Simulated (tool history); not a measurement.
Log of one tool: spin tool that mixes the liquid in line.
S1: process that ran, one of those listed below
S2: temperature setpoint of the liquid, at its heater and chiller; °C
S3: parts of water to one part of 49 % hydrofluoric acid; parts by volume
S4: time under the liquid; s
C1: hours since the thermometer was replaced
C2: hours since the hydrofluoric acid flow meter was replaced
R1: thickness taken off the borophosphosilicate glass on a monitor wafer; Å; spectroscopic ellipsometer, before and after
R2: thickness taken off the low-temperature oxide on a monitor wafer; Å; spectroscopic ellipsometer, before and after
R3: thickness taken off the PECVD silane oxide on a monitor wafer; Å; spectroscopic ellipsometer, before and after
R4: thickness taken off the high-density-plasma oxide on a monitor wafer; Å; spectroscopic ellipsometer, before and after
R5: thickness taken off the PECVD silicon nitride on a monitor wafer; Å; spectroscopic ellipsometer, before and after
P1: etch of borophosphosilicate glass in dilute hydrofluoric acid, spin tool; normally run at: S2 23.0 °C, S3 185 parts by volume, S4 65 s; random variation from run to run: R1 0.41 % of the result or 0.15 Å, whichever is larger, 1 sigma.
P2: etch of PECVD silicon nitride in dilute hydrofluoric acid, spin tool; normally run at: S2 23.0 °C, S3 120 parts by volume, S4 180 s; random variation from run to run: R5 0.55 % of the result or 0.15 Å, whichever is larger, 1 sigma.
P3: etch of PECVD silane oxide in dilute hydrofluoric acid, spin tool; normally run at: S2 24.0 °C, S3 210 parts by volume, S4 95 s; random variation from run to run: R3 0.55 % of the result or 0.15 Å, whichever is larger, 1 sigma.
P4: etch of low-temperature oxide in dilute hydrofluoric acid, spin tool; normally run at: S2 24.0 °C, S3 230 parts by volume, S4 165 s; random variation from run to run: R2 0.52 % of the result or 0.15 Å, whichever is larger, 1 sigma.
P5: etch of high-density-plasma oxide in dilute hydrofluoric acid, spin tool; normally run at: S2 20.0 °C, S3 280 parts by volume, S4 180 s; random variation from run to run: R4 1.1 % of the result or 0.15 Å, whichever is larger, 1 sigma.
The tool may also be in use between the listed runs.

Run 1, hour 12.1: S1 P1, S2 23.0 °C, S3 185 parts by volume, S4 65 s; C1 1723.7; C2 376.7. Result: R1 150.620 Å.
Run 2, hour 24.2: S1 P4, S2 31.0 °C, S3 230 parts by volume, S4 165 s; C1 1735.8; C2 388.8. Result: R2 196.83 Å.
Run 3, hour 42.0: S1 P1, S2 23.0 °C, S3 185 parts by volume, S4 65 s; C1 1753.6; C2 406.6. Result: R1 151.460 Å.
Run 4, hour 54.0: S1 P1, S2 28.5 °C, S3 185 parts by volume, S4 65 s; C1 1765.6; C2 418.6. Result: R1 186.530 Å.
Run 5, hour 66.2: S1 P1, S2 23.0 °C, S3 185 parts by volume, S4 65 s; C1 1777.8; C2 430.8. Result: R1 151.320 Å.
Run 6, hour 80.2: S1 P3, S2 24.0 °C, S3 210 parts by volume, S4 185 s; C1 1791.8; C2 444.8. Result: R3 173.080 Å.
Run 7, hour 88.9: S1 P5, S2 20.0 °C, S3 475 parts by volume, S4 180 s; C1 1800.5; C2 453.5. Result: R4 11.482 Å.
Run 8, hour 107.7: S1 P4, S2 24.0 °C, S3 230 parts by volume, S4 290 s; C1 1819.3; C2 472.3. Result: R2 271.37 Å.
Run 9, hour 122.0: S1 P5, S2 20.0 °C, S3 280 parts by volume, S4 270 s; C1 1833.6; C2 486.6. Result: R4 34.678 Å.
Run 10, hour 131.7: S1 P4, S2 24.0 °C, S3 230 parts by volume, S4 165 s; C1 1843.3; C2 496.3. Result: R2 152.69 Å.
Run 11, hour 146.3: S1 P4, S2 24.0 °C, S3 390 parts by volume, S4 165 s; C1 1857.9; C2 510.9. Result: R2 77.28 Å.
Run 12, hour 155.7: S1 P1, S2 23.0 °C, S3 185 parts by volume, S4 35 s; C1 1867.3; C2 520.3. Result: R1 81.867 Å.
Run 13, hour 166.5: S1 P5, S2 20.0 °C, S3 280 parts by volume, S4 180 s; C1 1878.1; C2 531.1. Result: R4 23.246 Å.
Run 14, hour 181.0: S1 P1, S2 17.5 °C, S3 185 parts by volume, S4 110 s; C1 1892.6; C2 545.6. Result: R1 205.850 Å.
Run 15, hour 196.2: S1 P2, S2 23.0 °C, S3 120 parts by volume, S4 180 s; C1 1907.8; C2 560.8. Result: R5 55.761 Å.
Run 16, hour 208.4: S1 P3, S2 24.0 °C, S3 210 parts by volume, S4 95 s; C1 1920.0; C2 573.0. Result: R3 88.953 Å.
Run 17, hour 217.8: S1 P1, S2 23.0 °C, S3 325 parts by volume, S4 30 s; C1 1929.4; C2 582.4. Result: R1 34.619 Å.
Run 18, hour 229.7: S1 P1, S2 23.0 °C, S3 185 parts by volume, S4 65 s; C1 1941.3; C2 594.3. Result: R1 151.250 Å.
Run 19, hour 241.3: S1 P1, S2 19.0 °C, S3 185 parts by volume, S4 65 s; C1 1952.9; C2 605.9. Result: R1 130.130 Å.
Run 20, hour 254.5: S1 P1, S2 23.0 °C, S3 185 parts by volume, S4 115 s; C1 1966.1; C2 619.1. Result: R1 267.620 Å.
Run 21, hour 273.4: S1 P3, S2 31.5 °C, S3 210 parts by volume, S4 95 s; C1 1985.0; C2 638.0. Result: R3 116.130 Å.
Run 22, hour 287.7: S1 P1, S2 23.0 °C, S3 295 parts by volume, S4 65 s; C1 1999.3; C2 652.3. Result: R1 84.963 Å.
Run 23, hour 296.8: S1 P3, S2 24.0 °C, S3 55 parts by volume, S4 95 s; C1 2008.4; C2 661.4. Result: R3 407.030 Å.
Run 24, hour 308.3: S1 P1, S2 23.0 °C, S3 185 parts by volume, S4 65 s; C1 2019.9; C2 672.9. Result: R1 150.620 Å.
Run 25, hour 321.9: S1 P2, S2 23.0 °C, S3 120 parts by volume, S4 295 s; C1 2033.5; C2 686.5. Result: R5 90.501 Å.
Run 26, hour 335.5: S1 P2, S2 23.0 °C, S3 170 parts by volume, S4 180 s; C1 2047.1; C2 700.1. Result: R5 39.127 Å.

Forecast run 27:
Run 27, hour 353.0: S1 P1, S2 23.0 °C, S3 45 parts by volume, S4 65 s; C1 2064.6; C2 717.6. Result: R1 ?.

R1: 727.980 Å

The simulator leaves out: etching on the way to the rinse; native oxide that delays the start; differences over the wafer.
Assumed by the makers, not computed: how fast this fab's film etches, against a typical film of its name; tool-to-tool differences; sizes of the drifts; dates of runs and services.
